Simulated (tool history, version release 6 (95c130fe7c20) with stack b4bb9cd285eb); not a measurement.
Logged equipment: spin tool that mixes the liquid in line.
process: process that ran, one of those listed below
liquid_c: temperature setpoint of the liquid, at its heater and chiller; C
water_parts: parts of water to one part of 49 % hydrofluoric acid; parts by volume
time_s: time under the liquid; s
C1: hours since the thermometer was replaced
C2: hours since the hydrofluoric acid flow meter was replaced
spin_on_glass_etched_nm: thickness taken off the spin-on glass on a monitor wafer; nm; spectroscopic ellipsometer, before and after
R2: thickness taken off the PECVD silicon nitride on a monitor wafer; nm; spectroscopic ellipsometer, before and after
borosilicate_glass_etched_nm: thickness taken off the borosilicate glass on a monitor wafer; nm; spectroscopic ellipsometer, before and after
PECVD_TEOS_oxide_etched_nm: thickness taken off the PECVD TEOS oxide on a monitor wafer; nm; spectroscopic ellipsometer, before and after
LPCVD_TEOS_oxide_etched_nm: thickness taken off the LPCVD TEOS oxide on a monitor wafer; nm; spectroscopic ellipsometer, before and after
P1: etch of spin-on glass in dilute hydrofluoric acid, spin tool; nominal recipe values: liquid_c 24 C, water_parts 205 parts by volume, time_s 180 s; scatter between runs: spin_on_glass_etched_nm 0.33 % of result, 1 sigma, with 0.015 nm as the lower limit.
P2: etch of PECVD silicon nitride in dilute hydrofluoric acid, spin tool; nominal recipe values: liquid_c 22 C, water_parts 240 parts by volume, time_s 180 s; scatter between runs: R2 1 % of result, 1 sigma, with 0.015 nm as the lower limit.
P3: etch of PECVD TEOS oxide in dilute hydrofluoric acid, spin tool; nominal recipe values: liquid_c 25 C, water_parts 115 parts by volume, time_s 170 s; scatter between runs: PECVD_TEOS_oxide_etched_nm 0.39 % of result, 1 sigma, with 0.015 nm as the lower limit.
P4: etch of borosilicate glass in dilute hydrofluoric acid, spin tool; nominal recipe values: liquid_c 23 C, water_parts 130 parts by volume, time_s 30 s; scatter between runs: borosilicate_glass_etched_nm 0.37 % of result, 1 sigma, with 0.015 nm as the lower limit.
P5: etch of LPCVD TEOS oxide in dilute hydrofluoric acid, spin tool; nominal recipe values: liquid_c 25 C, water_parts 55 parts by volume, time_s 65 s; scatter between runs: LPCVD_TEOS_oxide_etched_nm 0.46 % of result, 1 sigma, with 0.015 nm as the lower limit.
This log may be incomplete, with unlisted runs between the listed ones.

Run 1, hour 9.5: process P1, liquid_c 24 C, water_parts 205 parts by volume, time_s 180 s; C1 416.5; C2 443. Result: spin_on_glass_etched_nm 52.845 nm.
Run 2, hour 19.2: process P1, liquid_c 24 C, water_parts 300 parts by volume, time_s 30 s; C1 426.2; C2 452.7. Result: spin_on_glass_etched_nm 5.4471 nm.
Run 3, hour 30.9: process P2, liquid_c 30 C, water_parts 240 parts by volume, time_s 180 s; C1 437.9; C2 464.4. Result: R2 3.8422 nm.
Run 4, hour 45.2: process P4, liquid_c 30.5 C, water_parts 130 parts by volume, time_s 30 s; C1 452.2; C2 478.7. Result: borosilicate_glass_etched_nm 16.207 nm.
Run 5, hour 54.1: process P1, liquid_c 24 C, water_parts 205 parts by volume, time_s 180 s; C1 461.1; C2 487.6. Result: spin_on_glass_etched_nm 52.634 nm.
Run 6, hour 71.7: process P4, liquid_c 23 C, water_parts 130 parts by volume, time_s 65 s; C1 478.7; C2 505.2. Result: borosilicate_glass_etched_nm 26.326 nm.
Run 7, hour 86.1: process P3, liquid_c 25 C, water_parts 205 parts by volume, time_s 170 s; C1 493.1; C2 519.6. Result: PECVD_TEOS_oxide_etched_nm 8.3565 nm.
Run 8, hour 98.4: process P1, liquid_c 29 C, water_parts 205 parts by volume, time_s 180 s; C1 505.4; C2 531.9. Result: spin_on_glass_etched_nm 62.838 nm.
Run 9, hour 107.2: process P1, liquid_c 24 C, water_parts 290 parts by volume, time_s 180 s; C1 514.2; C2 540.7. Result: spin_on_glass_etched_nm 34.073 nm.
Run 10, hour 124.1: process P1, liquid_c 24 C, water_parts 205 parts by volume, time_s 180 s; C1 531.1; C2 557.6. Result: spin_on_glass_etched_nm 52.833 nm.
Run 11, hour 138: process P1, liquid_c 24 C, water_parts 205 parts by volume, time_s 180 s; C1 545; C2 571.5. Result: spin_on_glass_etched_nm 52.909 nm.
Run 12, hour 154.7: process P2, liquid_c 22 C, water_parts 240 parts by volume, time_s 15 s; C1 561.7; C2 588.2. Result: R2 0.19152 nm.
Run 13, hour 166.1: process P2, liquid_c 22 C, water_parts 240 parts by volume, time_s 180 s; C1 573.1; C2 599.6. Result: R2 2.4599 nm.
Run 14, hour 176.4: process P1, liquid_c 24 C, water_parts 205 parts by volume, time_s 55 s; C1 583.4; C2 609.9. Result: spin_on_glass_etched_nm 16.154 nm.
Run 15, hour 190.5: process P1, liquid_c 24 C, water_parts 305 parts by volume, time_s 105 s; C1 597.5; C2 624. Result: spin_on_glass_etched_nm 18.663 nm.
Run 16, hour 206.5: process P1, liquid_c 24 C, water_parts 205 parts by volume, time_s 180 s; C1 613.5; C2 640. Result: spin_on_glass_etched_nm 52.597 nm.
Run 17, hour 221.3: process P4, liquid_c 23 C, water_parts 195 parts by volume, time_s 30 s; C1 628.3; C2 654.8. Result: borosilicate_glass_etched_nm 7.54 nm.
Run 18, hour 239.2: process P3, liquid_c 25 C, water_parts 115 parts by volume, time_s 50 s; C1 646.2; C2 672.7. Result: PECVD_TEOS_oxide_etched_nm 4.9132 nm.
Run 19, hour 252.6: process P2, liquid_c 22 C, water_parts 400 parts by volume, time_s 180 s; C1 659.6; C2 686.1. Result: R2 1.4387 nm.
Run 20, hour 264.4: process P5, liquid_c 25 C, water_parts 55 parts by volume, time_s 65 s; C1 671.4; C2 697.9. Result: LPCVD_TEOS_oxide_etched_nm 32.624 nm.
Run 21, hour 281.9: process P1, liquid_c 24 C, water_parts 40 parts by volume, time_s 180 s; C1 688.9; C2 715.4. Result: spin_on_glass_etched_nm 329.16 nm.
Run 22, hour 296.2: process P1, liquid_c 24 C, water_parts 205 parts by volume, time_s 180 s; C1 703.2; C2 729.7. Result: spin_on_glass_etched_nm 52.856 nm.
Run 23, hour 307.1: process P1, liquid_c 24 C, water_parts 205 parts by volume, time_s 340 s; C1 714.1; C2 740.6. Result: spin_on_glass_etched_nm 99.161 nm.
Run 24, hour 323.2: process P5, liquid_c 25 C, water_parts 55 parts by volume, time_s 95 s; C1 730.2; C2 756.7. Result: LPCVD_TEOS_oxide_etched_nm 47.736 nm.
Run 25, hour 339.9: process P1, liquid_c 19 C, water_parts 205 parts by volume, time_s 180 s; C1 746.9; C2 773.4. Result: spin_on_glass_etched_nm 43.734 nm.
Run 26, hour 349.9: process P1, liquid_c 24 C, water_parts 205 parts by volume, time_s 180 s; C1 756.9; C2 783.4. Result: spin_on_glass_etched_nm 52.676 nm.
At hour 357.9: hydrofluoric acid flow meter replaced.
Run 27, hour 362.4: process P2, liquid_c 22 C, water_parts 240 parts by volume, time_s 180 s; C1 769.4; C2 4.5. Result: R2 2.3988 nm.
Run 28, hour 372.9: process P3, liquid_c 25 C, water_parts 115 parts by volume, time_s 170 s; C1 779.9; C2 15. Result: PECVD_TEOS_oxide_etched_nm 16.581 nm.
Run 29, hour 382.6: process P1, liquid_c 24 C, water_parts 115 parts by volume, time_s 45 s; C1 789.6; C2 24.7. Result: spin_on_glass_etched_nm 26.026 nm.
Run 30, hour 392.1: process P5, liquid_c 33 C, water_parts 55 parts by volume, time_s 65 s; C1 799.1; C2 34.2. Result: LPCVD_TEOS_oxide_etched_nm 44.84 nm.
Run 31, hour 403.6: process P4, liquid_c 23 C, water_parts 130 parts by volume, time_s 30 s; C1 810.6; C2 45.7. Result: borosilicate_glass_etched_nm 12.185 nm.
Run 32, hour 421.4: process P5, liquid_c 25 C, water_parts 100 parts by volume, time_s 65 s; C1 828.4; C2 63.5. Result: LPCVD_TEOS_oxide_etched_nm 17.007 nm.
Run 33, hour 433.2: process P4, liquid_c 23 C, water_parts 130 parts by volume, time_s 30 s; C1 840.2; C2 75.3. Result: borosilicate_glass_etched_nm 12.12 nm.
Run 34, hour 448.7: process P3, liquid_c 31 C, water_parts 115 parts by volume, time_s 170 s; C1 855.7; C2 90.8. Result: PECVD_TEOS_oxide_etched_nm 21.013 nm.
Run 35, hour 458.1: process P1, liquid_c 24 C, water_parts 205 parts by volume, time_s 180 s; C1 865.1; C2 100.2. Result: spin_on_glass_etched_nm 52.799 nm.
Run 36, hour 472: process P1, liquid_c 24 C, water_parts 205 parts by volume, time_s 180 s; C1 879; C2 114.1. Result: spin_on_glass_etched_nm 55.026 nm.
Run 37, hour 481: process P1, liquid_c 24 C, water_parts 205 parts by volume, time_s 180 s; C1 888; C2 123.1. Result: spin_on_glass_etched_nm 55.958 nm.
Run 38, hour 495.4: process P1, liquid_c 24 C, water_parts 205 parts by volume, time_s 180 s; C1 902.4; C2 137.5. Result: spin_on_glass_etched_nm 56.795 nm.
Run 39, hour 510.6: process P1, liquid_c 24 C, water_parts 205 parts by volume, time_s 180 s; C1 917.6; C2 152.7. Result: spin_on_glass_etched_nm 57.107 nm.
Run 40, hour 519.4: process P1, liquid_c 24 C, water_parts 205 parts by volume, time_s 180 s; C1 926.4; C2 161.5. Result: spin_on_glass_etched_nm 56.492 nm.
Run 41, hour 535.1: process P1, liquid_c 24 C, water_parts 205 parts by volume, time_s 180 s; C1 942.1; C2 177.2. Result: spin_on_glass_etched_nm 57.246 nm.

What P1 gives has crept off from where it sat before. The 2 causes that follow fit the log equally well, each at the size noted:
A: hydrofluoric acid flow above the setpoint (%) = 6.96
B: liquid hotter than its thermometer reads (K) = 2.25
The process output started creeping at around hour 458.1.

The list below offers 4 check runs, each averaging the results of 2 wafers, and shows each result as a question mark. For which of them would the listed causes give clearly different results?
Run check 1, hour 550.8: process P4, liquid_c 29.5 C, water_parts 130 parts by volume, time_s 60 s. Result: borosilicate_glass_etched_nm ?.
Run check 2, hour 550.8: process P5, liquid_c 32.5 C, water_parts 80 parts by volume, time_s 65 s. Result: LPCVD_TEOS_oxide_etched_nm ?.
Run check 3, hour 550.8: process P2, liquid_c 29.5 C, water_parts 240 parts by volume, time_s 180 s. Result: R2 ?.
Run check 4, hour 550.8: process P3, liquid_c 25 C, water_parts 170 parts by volume, time_s 75 s. Result: PECVD_TEOS_oxide_etched_nm ?.

Check results expected under each cause:
  check                        result    if A    if B
check 1  borosilicate_glass_etched_nm  33.719  33.823
check 2    LPCVD_TEOS_oxide_etched_nm   31.28  31.522
check 3                            R2   4.049  4.3116
check 4    PECVD_TEOS_oxide_etched_nm  5.0487  5.0638
Smallest distance between any two causes, each pair judged by its most separating result, in per cent: check 1 0.31 %; check 2 0.77 %; check 3 6.28 %; check 4 0.3 %
Check 3 tells the causes apart: in the others they would give nearly the same result.

Then check 3 was run and gave: R2 4.0228 nm. Which cause is it?

Of the candidate causes, it is A: hydrofluoric acid flow above the setpoint (%).

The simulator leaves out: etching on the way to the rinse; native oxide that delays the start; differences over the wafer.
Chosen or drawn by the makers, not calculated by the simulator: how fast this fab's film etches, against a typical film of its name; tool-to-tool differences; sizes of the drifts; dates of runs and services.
